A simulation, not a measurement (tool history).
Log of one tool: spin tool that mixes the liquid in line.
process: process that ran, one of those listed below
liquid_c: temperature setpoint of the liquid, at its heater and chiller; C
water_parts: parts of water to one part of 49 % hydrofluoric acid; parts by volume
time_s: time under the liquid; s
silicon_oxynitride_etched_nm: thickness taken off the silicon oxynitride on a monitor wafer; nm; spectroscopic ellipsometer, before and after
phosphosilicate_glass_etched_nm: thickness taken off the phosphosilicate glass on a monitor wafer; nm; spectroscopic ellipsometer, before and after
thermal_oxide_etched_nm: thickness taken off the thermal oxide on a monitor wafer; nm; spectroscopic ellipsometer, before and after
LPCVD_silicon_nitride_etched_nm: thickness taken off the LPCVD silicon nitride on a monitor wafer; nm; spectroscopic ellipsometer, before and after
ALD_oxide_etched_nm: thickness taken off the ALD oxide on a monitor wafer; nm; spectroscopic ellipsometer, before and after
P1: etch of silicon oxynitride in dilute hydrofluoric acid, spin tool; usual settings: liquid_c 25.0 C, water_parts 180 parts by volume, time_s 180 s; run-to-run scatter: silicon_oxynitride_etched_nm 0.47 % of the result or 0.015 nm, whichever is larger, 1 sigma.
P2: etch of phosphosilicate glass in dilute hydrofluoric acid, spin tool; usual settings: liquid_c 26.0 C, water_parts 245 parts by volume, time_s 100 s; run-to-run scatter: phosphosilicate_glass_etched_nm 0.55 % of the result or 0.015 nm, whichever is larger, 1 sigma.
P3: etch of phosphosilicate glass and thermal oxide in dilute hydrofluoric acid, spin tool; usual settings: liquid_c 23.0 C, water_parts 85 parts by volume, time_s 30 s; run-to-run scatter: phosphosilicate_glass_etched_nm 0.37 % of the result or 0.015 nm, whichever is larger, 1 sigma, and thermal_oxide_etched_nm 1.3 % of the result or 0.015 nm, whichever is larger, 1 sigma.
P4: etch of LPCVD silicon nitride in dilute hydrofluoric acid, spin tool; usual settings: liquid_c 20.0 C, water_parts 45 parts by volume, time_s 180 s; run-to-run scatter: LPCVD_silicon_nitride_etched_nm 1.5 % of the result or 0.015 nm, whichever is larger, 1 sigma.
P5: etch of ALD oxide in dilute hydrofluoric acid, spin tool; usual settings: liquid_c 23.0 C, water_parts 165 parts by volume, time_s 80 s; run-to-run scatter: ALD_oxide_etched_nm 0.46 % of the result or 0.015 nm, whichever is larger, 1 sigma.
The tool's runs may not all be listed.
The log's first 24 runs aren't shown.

run	hour	process	liquid_c	water_parts	time_s	hours since the thermometer was replaced	hours since the hydrofluoric acid flow meter was replaced	silicon_oxynitride_etched_nm	phosphosilicate_glass_etched_nm	thermal_oxide_etched_nm	LPCVD_silicon_nitride_etched_nm	ALD_oxide_etched_nm
25	148.4	P1	25.0	180	180	1530.4	300.1	4.9078				
26	153.8	P1	25.0	180	180	1535.8	305.5	4.8564				
27	157.4	P3	23.0	85	15	1539.4	309.1		12.0160	0.79442		
28	163.4	P5	23.0	165	80	1545.4	315.1					10.9820
29	168.1	P1	18.5	180	180	1550.1	319.8	3.5918				
30	175.2	P4	20.0	45	30	1557.2	326.9				0.26818	
31	180.6	P1	25.0	180	180	1562.6	332.3	4.8981				
32	185.6	P1	25.0	180	180	1567.6	337.3	5.0988				
33	189.2	P1	25.0	180	180	1571.2	340.9	5.2366				
34	193.8	P1	25.0	180	180	1575.8	345.5	5.3326				
35	199.9	P1	25.0	180	180	1581.9	351.6	5.3282				
36	206.0	P1	25.0	180	180	1588.0	357.7	5.3679				

Forecast run 37:
37	210.5	P1	25.0	180	180	1592.5	362.2	?				

Run 37 gave silicon_oxynitride_etched_nm 5.3800 nm.
